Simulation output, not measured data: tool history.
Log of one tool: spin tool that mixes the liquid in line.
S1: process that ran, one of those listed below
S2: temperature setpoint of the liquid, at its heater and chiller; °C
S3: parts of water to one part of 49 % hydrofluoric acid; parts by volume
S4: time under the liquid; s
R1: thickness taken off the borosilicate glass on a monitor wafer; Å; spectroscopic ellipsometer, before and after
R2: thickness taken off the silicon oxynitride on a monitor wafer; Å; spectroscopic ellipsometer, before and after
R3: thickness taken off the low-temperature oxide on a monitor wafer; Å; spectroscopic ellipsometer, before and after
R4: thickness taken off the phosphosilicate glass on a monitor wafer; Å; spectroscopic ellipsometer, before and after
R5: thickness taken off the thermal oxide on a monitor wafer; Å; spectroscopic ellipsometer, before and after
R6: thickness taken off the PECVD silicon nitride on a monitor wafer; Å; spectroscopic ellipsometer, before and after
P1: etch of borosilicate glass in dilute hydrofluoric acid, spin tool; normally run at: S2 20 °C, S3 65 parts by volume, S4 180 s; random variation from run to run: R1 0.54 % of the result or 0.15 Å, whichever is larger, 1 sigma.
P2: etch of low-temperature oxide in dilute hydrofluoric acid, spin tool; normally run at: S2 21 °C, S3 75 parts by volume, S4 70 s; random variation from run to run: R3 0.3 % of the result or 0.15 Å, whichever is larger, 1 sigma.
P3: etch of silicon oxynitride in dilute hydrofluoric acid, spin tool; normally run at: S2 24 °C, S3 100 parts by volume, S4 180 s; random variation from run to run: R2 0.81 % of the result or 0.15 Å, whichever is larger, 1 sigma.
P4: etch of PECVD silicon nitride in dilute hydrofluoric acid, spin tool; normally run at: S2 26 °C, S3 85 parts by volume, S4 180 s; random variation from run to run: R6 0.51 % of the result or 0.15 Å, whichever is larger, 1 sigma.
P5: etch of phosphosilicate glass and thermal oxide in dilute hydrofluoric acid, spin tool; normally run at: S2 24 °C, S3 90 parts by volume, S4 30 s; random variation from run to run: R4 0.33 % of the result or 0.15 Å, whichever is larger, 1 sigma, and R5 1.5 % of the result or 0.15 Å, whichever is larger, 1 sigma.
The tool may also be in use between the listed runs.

run,day,S1,S2,S3,S4,R1,R2,R3,R4,R5,R6
1,0.288,P1,20,65,180,507.13,,,,,
2,0.692,P3,24,160,180,,15.496,,,,
3,0.933,P2,21,75,35,,,121.46,,,
4,1.171,P5,24,90,30,,,,659.07,15.307,
5,1.35,P4,30.5,85,180,,,,,,60.367
6,1.542,P2,21,125,70,,,136.95,,,
7,1.733,P2,28,75,70,,,321.16,,,
8,1.967,P1,20,65,30,85.202,,,,,
9,2.221,P3,24,100,340,,49.758,,,,
10,2.538,P3,24,100,180,,26.909,,,,
11,2.771,P1,20,90,60,118.26,,,,,
12,3.1,P1,20,65,270,771.66,,,,,
13,3.488,P1,20,65,180,502.53,,,,,
14,3.671,P1,20,20,180,1746,,,,,
15,4.054,P1,24,65,180,599.27,,,,,
16,4.304,P1,20,90,180,358.5,,,,,
17,4.629,P1,20,65,180,507.26,,,,,
18,4.917,P3,18.5,100,180,,20.354,,,,
19,5.15,P1,20,65,180,509.38,,,,,
20,5.375,P4,26,35,180,,,,,,108.78
21,5.558,P5,24,90,30,,,,660.36,14.967,
22,5.85,P4,26,85,360,,,,,,91.026
23,6.096,P3,24,100,180,,26.978,,,,
24,6.504,P5,29,90,30,,,,802.84,18.242,
25,6.854,P4,26,85,180,,,,,,45.474
26,7.083,P1,17,90,180,313.12,,,,,
27,7.479,P2,21,75,70,,,242.59,,,
28,7.7,P5,24,90,60,,,,1321.7,30.438,
29,7.879,P1,17,65,180,446.92,,,,,
30,8.217,P5,24,145,30,,,,385.22,8.9994,
31,8.496,P1,17,65,255,632.42,,,,,
32,8.704,P1,20,65,180,506.78,,,,,
33,9.058,P1,20,65,180,500.19,,,,,
34,9.408,P1,20,65,180,487.09,,,,,
35,9.771,P1,20,65,180,485.37,,,,,
36,10.075,P1,20,65,180,483.12,,,,,
37,10.467,P1,20,65,180,483.76,,,,,
38,10.771,P1,20,65,180,485.93,,,,,
39,11.179,P1,20,65,180,477.71,,,,,
40,11.538,P1,20,65,180,476.18,,,,,

What P1 gives has crept away from where it was. These 2 causes fit the log equally well, each at the size given:
A: liquid colder than its thermometer reads (K) = 1.45
B: hydrofluoric acid flow below the setpoint (%) = 5.5
The creep began at about day 8.704.

4 check runs are offered, each on 2 wafers whose results are averaged, their results left as question marks. Which one tells the causes apart?
check 1,11.896,P2,21,75,70,,,?,,,
check 2,11.896,P3,24,100,180,,?,,,,
check 3,11.896,P4,26,85,180,,,,,,?
check 4,11.896,P5,24,90,30,,,,?,?,

What each check would give under each cause:
check,result,if A,if B
check 1,R3,228.15,227.83
check 2,R2,25.002,25.191
check 3,R6,41.199,42.842
check 4,R4,621.58,618.57
check 4,R5,14.225,14.156
How far apart the two closest causes lie, in the result that separates them most: check 1 0.14 %; check 2 0.75 %; check 3 3.91 %; check 4 0.49 %
Check 3 tells the causes apart: in the others they would give nearly the same result.

Then check 3 was run and gave: R6 42.58 Å. Which cause is it?

It is B: hydrofluoric acid flow below the setpoint (%).

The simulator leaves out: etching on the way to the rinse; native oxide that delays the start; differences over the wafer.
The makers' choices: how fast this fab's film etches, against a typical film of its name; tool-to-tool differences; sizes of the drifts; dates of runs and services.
